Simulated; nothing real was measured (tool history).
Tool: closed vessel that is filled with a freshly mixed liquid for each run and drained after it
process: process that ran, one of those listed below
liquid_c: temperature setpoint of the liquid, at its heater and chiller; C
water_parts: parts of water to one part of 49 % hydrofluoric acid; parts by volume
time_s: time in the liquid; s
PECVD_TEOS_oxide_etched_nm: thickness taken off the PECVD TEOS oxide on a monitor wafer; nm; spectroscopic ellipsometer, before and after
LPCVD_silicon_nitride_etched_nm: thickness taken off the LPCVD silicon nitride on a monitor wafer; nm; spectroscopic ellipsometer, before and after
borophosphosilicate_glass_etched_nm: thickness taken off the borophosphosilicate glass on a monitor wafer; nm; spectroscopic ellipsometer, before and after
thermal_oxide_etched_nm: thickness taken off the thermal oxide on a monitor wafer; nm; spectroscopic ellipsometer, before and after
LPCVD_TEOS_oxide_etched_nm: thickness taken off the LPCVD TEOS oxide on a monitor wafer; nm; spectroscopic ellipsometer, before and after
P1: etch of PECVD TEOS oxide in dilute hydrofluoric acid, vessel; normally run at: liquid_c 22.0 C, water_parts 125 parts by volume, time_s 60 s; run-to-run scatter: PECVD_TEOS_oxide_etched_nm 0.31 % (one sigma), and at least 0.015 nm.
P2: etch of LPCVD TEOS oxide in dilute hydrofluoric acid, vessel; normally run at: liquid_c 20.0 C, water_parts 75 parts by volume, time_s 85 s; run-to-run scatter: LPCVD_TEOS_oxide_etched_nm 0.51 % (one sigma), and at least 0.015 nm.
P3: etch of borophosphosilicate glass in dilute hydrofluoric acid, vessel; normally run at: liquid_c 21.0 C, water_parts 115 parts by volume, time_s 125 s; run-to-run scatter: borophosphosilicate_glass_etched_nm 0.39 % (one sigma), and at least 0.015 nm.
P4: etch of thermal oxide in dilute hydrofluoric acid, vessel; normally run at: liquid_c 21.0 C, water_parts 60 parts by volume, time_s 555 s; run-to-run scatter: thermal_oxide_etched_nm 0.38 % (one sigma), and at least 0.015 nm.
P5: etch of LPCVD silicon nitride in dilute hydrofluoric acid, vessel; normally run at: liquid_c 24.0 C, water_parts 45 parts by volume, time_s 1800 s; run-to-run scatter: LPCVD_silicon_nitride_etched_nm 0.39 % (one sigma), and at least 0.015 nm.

run	day	process	liquid_c	water_parts	time_s	hours since the thermometer was replaced	hours since the hydrofluoric acid flow meter was replaced	PECVD_TEOS_oxide_etched_nm	LPCVD_silicon_nitride_etched_nm	borophosphosilicate_glass_etched_nm	thermal_oxide_etched_nm	LPCVD_TEOS_oxide_etched_nm
1	0.650	P1	22.0	125	60	1644.5	932.5	6.9944				
2	1.100	P1	22.0	65	60	1655.3	943.3	14.4820				
3	1.504	P5	24.0	45	970	1665.0	953.0		11.458			
4	1.904	P1	30.0	125	60	1674.6	962.6	9.4670				
5	2.579	P3	21.0	115	125	1690.8	978.8			25.209		
6	3.108	P4	26.5	60	555	1703.5	991.5				53.4620	
7	3.542	P2	20.0	35	85	1713.9	1001.9					44.591
8	3.946	P1	22.0	125	60	1723.6	1011.6	7.0201				
9	4.504	P4	21.0	60	65	1737.0	1025.0				4.9823	
10	5.071	P4	21.0	60	555	1750.6	1038.6				42.3490	
11	5.429	P3	21.0	55	125	1759.2	1047.2			56.704		
12	6.017	P2	20.0	75	85	1773.3	1061.3					19.836
13	6.704	P3	21.0	115	205	1789.8	1077.8			41.621		
14	7.325	P2	20.0	75	85	1804.7	1092.7					19.947
15	7.712	P1	22.0	50	110	1814.0	1102.0	35.1090				
16	8.129	P5	17.0	45	1800	1824.0	1112.0		13.078			
17	8.746	P3	29.5	115	125	1838.8	1126.8			35.270		
18	9.538	P1	22.0	125	30	1857.8	1145.8	3.5192				
19	10.321	P1	22.0	125	105	1876.6	1164.6	12.2590				
20	11.058	P5	24.0	75	1800	1894.3	1182.3		12.861			
21	11.462	P1	22.0	125	60	1904.0	1192.0	7.0448				
22	12.033	P2	20.0	75	45	1917.7	1205.7					10.591
23	12.404	P1	22.0	220	60	1926.6	1214.6	3.6097				
24	13.204	P2	17.0	75	85	1945.8	1233.8					17.505
25	13.917	P5	24.0	45	1800	1962.9	1250.9		21.236			
26	14.446	P5	24.0	45	1800	1975.6	1263.6		21.061			
27	14.817	P1	22.0	125	60	1984.5	1272.5	6.9799				
28	15.225	P1	17.0	30	60	1994.3	1282.3	26.5020				
29	15.592	P1	17.0	125	60	2003.1	1291.1	5.7308				
30	15.954	P3	21.0	115	125	2011.8	1299.8			25.408		
31	16.479	P1	22.0	125	60	2024.4	1312.4	6.9668				
32	17.192	P4	21.0	20	555	2041.5	1329.5				133.8700	
33	17.671	P1	22.0	125	60	2053.0	1341.0	7.0338				
34	18.083	P1	22.0	125	60	2062.9	1350.9	7.1497				
35	18.708	P1	22.0	125	60	2077.9	1365.9	7.2227				

Run 36 comes next. What will it give?
36	19.288	P1	22.0	125	60	2091.8	1379.8	?				

Run 36 gave PECVD_TEOS_oxide_etched_nm 7.3598 nm.
